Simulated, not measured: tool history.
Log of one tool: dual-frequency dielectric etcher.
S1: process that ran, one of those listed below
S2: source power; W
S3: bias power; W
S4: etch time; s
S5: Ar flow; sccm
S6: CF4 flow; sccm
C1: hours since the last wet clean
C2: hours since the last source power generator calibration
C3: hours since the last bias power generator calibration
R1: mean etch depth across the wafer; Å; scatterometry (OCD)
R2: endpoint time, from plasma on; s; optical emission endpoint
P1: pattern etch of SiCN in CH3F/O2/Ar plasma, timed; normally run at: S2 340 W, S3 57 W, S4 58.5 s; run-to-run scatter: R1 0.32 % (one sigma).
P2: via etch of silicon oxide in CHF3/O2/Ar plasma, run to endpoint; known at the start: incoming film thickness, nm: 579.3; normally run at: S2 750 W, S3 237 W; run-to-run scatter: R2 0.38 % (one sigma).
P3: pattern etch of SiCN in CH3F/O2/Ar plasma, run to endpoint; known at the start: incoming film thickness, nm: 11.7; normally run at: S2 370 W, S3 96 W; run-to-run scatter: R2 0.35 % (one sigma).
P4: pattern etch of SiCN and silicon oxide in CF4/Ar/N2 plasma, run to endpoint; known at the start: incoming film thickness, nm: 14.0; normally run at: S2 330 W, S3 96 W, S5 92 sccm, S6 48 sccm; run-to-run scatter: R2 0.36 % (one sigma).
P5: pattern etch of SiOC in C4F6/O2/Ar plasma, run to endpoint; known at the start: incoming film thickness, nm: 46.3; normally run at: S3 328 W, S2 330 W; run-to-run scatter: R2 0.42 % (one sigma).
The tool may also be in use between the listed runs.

run	hour	S1	S2	S3	S4	S5	S6	C1	C2	C3	R1	R2
1	5.8	P1	340	57	58.5			326.8	1029.4	2504.5	190.76	
2	10.5	P1	340	57	58.5			331.5	1034.1	2509.2	191.09	
3	18.0	P2	750	237				339.0	1041.6	2516.7		247.230
4	22.1	P1	340	42	58.5			343.1	1045.7	2520.8	172.57	
5	28.1	P3	370	129				349.1	1051.7	2526.8		25.881
# hour 30.1: source power generator calibrated
6	31.7	P1	340	57	34.5			352.7	1.6	2530.4	111.47	
7	37.2	P5	210	328				358.2	7.1	2535.9		22.446
8	42.6	P4	330	96		92	66	363.6	12.5	2541.3		18.992
9	48.5	P2	750	237				369.5	18.4	2547.2		246.310
10	54.7	P3	230	96				375.7	24.6	2553.4		34.272
11	58.1	P1	340	57	58.5			379.1	28.0	2556.8	190.30	
12	62.0	P1	340	57	58.5			383.0	31.9	2560.7	189.91	
13	68.1	P1	340	80	58.5			389.1	38.0	2566.8	215.06	
14	73.8	P4	330	75		92	48	394.8	43.7	2572.5		21.553
15	79.0	P4	330	96		124	48	400.0	48.9	2577.7		20.600
16	84.4	P5	330	328				405.4	54.3	2583.1		18.907
17	88.9	P3	370	96				409.9	58.8	2587.6		29.006
18	96.9	P1	460	57	58.5			417.9	66.8	2595.6	214.49	
19	101.2	P1	340	57	82.5			422.2	71.1	2599.9	270.12	
20	105.3	P5	330	429				426.3	75.2	2604.0		17.153
21	113.0	P5	330	328				434.0	82.9	2611.7		18.611
22	120.8	P2	750	143				441.8	90.7	2619.5		290.800
23	125.2	P1	340	57	58.5			446.2	95.1	2623.9	189.65	
24	129.5	P4	330	96		92	48	450.5	99.4	2628.2		19.706
25	136.1	P1	230	57	58.5			457.1	106.0	2634.8	163.54	
26	143.4	P4	330	96		92	48	464.4	113.3	2642.1		19.855
27	149.9	P2	1050	237				470.9	119.8	2648.6		217.620
28	153.5	P3	370	96				474.5	123.4	2652.2		28.863
29	160.0	P1	340	43	35.5			481.0	129.9	2658.7	105.59	
30	164.3	P1	340	57	58.5			485.3	134.2	2663.0	190.14	
31	172.0	P4	460	96		92	48	493.0	141.9	2670.7		14.820
32	178.4	P1	340	57	58.5			499.4	148.3	2677.1	190.84	
33	185.9	P1	340	57	58.5			506.9	155.8	2684.6	189.11	
34	190.4	P1	340	57	58.5			511.4	160.3	2689.1	189.86	
35	196.8	P1	340	57	58.5			517.8	166.7	2695.5	188.62	
36	201.8	P1	340	57	58.5			522.8	171.7	2700.5	187.16	
37	206.2	P1	340	57	58.5			527.2	176.1	2704.9	188.12	
# hour 206.3: wet clean of the chamber
38	213.3	P1	340	57	58.5			7.0	183.2	2712.0	187.36	
39	220.4	P1	340	57	58.5			14.1	190.3	2719.1	187.76	
40	226.3	P1	340	57	58.5			20.0	196.2	2725.0	188.51	

What P1 gives has crept away from where it was. These 2 causes fit the log equally well, each at the size given:
A: source power that arrives under what is set, % = 4.21
B: bias power that arrives under what is set, % = 4.73
The creep began at about hour 178.4.
Why every other cause is out:
chamber walls in a state that lowers the etch rate, %: serviced at hour 206.3, which brought nothing back

4 check runs are offered, each on 2 wafers whose results are averaged, their results left as question marks. Which one tells the causes apart?
check 1	232.2	P4	410	96		92	64					?
check 2	232.2	P3	260	123								?
check 3	232.2	P2	960	143								?
check 4	232.2	P5	330	383								?

What each check would give under each cause:
check	result	if A	if B
check 1	R2	16.294	15.967
check 2	R2	30.461	30.574
check 3	R2	270.580	270.040
check 4	R2	18.091	18.117
How far apart the two closest causes lie, in the result that separates them most: check 1 2.03 %; check 2 0.37 %; check 3 0.2 %; check 4 0.15 %
Only check 1 tells the causes apart: in the others they would give nearly the same result.

Check 1 was then run and gave: R2 15.929 s. Which cause is it?

It is B: bias power that arrives under what is set, %.

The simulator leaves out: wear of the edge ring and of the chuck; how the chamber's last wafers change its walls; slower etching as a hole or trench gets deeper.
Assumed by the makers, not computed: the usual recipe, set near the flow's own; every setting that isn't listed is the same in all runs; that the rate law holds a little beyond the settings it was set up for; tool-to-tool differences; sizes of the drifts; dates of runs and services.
